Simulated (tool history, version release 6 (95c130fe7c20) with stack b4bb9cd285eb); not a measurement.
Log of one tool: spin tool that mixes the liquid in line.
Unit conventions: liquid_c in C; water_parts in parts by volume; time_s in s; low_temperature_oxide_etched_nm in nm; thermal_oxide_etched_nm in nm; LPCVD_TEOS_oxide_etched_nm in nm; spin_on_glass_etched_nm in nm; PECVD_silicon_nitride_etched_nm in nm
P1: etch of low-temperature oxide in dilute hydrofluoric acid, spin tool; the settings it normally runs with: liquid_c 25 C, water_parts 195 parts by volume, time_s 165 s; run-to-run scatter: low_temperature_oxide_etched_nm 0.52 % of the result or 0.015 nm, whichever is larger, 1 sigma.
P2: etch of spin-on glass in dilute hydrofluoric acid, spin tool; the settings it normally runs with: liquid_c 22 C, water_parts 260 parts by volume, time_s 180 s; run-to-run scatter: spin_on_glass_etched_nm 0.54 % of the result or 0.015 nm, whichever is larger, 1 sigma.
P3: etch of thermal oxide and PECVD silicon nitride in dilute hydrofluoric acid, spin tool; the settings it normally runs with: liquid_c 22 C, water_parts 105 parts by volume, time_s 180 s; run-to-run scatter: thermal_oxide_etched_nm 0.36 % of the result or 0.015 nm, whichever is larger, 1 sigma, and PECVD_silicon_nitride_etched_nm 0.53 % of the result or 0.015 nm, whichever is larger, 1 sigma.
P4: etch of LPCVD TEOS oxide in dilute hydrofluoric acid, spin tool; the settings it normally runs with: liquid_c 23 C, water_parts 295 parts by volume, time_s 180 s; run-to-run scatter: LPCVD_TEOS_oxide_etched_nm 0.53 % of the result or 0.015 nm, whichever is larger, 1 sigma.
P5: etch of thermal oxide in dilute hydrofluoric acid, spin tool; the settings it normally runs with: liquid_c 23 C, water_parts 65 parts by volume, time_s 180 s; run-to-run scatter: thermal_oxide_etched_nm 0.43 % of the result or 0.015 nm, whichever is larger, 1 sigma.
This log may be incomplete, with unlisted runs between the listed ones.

run,hour,process,liquid_c,water_parts,time_s,hours since the thermometer was replaced,hours since the hydrofluoric acid flow meter was replaced,low_temperature_oxide_etched_nm,thermal_oxide_etched_nm,LPCVD_TEOS_oxide_etched_nm,spin_on_glass_etched_nm,PECVD_silicon_nitride_etched_nm
1,8.1,P1,25,195,165,570.2,995.5,28.122,,,,
2,23.2,P1,25,100,165,585.3,1010.6,61.283,,,,
3,31.1,P5,23,65,15,593.2,1018.5,,1.0057,,,
4,40.8,P1,25,195,95,602.9,1028.2,16.058,,,,
5,50,P5,30,65,180,612.1,1037.4,,16.284,,,
6,62.6,P4,23,180,180,624.7,1050,,,14.972,,
# hour 67.6: thermometer replaced
7,76.5,P1,25,195,165,8.9,1063.9,27.876,,,,
8,89.4,P2,22,85,180,21.8,1076.8,,,,92.55,
9,102.4,P1,25,195,165,34.8,1089.8,27.971,,,,
10,114.7,P5,23,65,180,47.1,1102.1,,12.318,,,
11,128.9,P1,17.5,195,165,61.3,1116.3,21.179,,,,
12,145.9,P3,17,105,180,78.3,1133.3,,5.6784,,,2.8293
13,154.7,P1,21,195,65,87.1,1142.1,9.4812,,,,
14,165.7,P1,25,195,165,98.1,1153.1,27.953,,,,
15,178.7,P3,22,105,360,111.1,1166.1,,13.901,,,7.9647
16,186.1,P2,18,260,180,118.5,1173.5,,,,21.794,
17,194.4,P3,22,105,180,126.8,1181.8,,6.967,,,3.9718
18,209,P2,22,260,20,141.4,1196.4,,,,2.8455,
19,218.3,P3,22,105,180,150.7,1205.7,,7.0313,,,4.0282
20,234.8,P4,17,295,180,167.2,1222.2,,,6.525,,
21,251.7,P4,23,295,180,184.1,1239.1,,,8.0641,,
22,263,P2,22,260,180,195.4,1250.4,,,,25.373,
23,275.1,P5,23,65,180,207.5,1262.5,,12.245,,,
24,288,P1,25,310,165,220.4,1275.4,15.651,,,,
25,297.8,P1,30.5,195,165,230.2,1285.2,33.753,,,,
26,310.1,P5,23,25,180,242.5,1297.5,,34.036,,,
27,326.6,P3,22,25,180,259,1314,,32.239,,,16.133
28,340.1,P1,25,195,165,272.5,1327.5,28.098,,,,
29,353.2,P1,25,90,95,285.6,1340.6,39.229,,,,
30,368.3,P1,25,195,240,300.7,1355.7,40.627,,,,
31,384,P4,23,295,40,316.4,1371.4,,,1.8261,,
32,398.9,P1,25,195,165,331.3,1386.3,27.95,,,,
33,415.6,P1,25,195,165,348,1403,27.984,,,,
34,427.4,P1,25,195,165,359.8,1414.8,27.281,,,,
35,438.6,P1,25,195,165,371,1426,26.822,,,,
36,447.7,P1,25,195,165,380.1,1435.1,26.745,,,,
37,463.6,P1,25,195,165,396,1451,26.343,,,,
38,476.1,P1,25,195,165,408.5,1463.5,26.319,,,,
39,484.5,P1,25,195,165,416.9,1471.9,26.425,,,,

What will run 40 give?
40,494.7,P1,25,195,165,427.1,1482.1,?,,,,

Logged for run 40: low_temperature_oxide_etched_nm 26.073 nm.
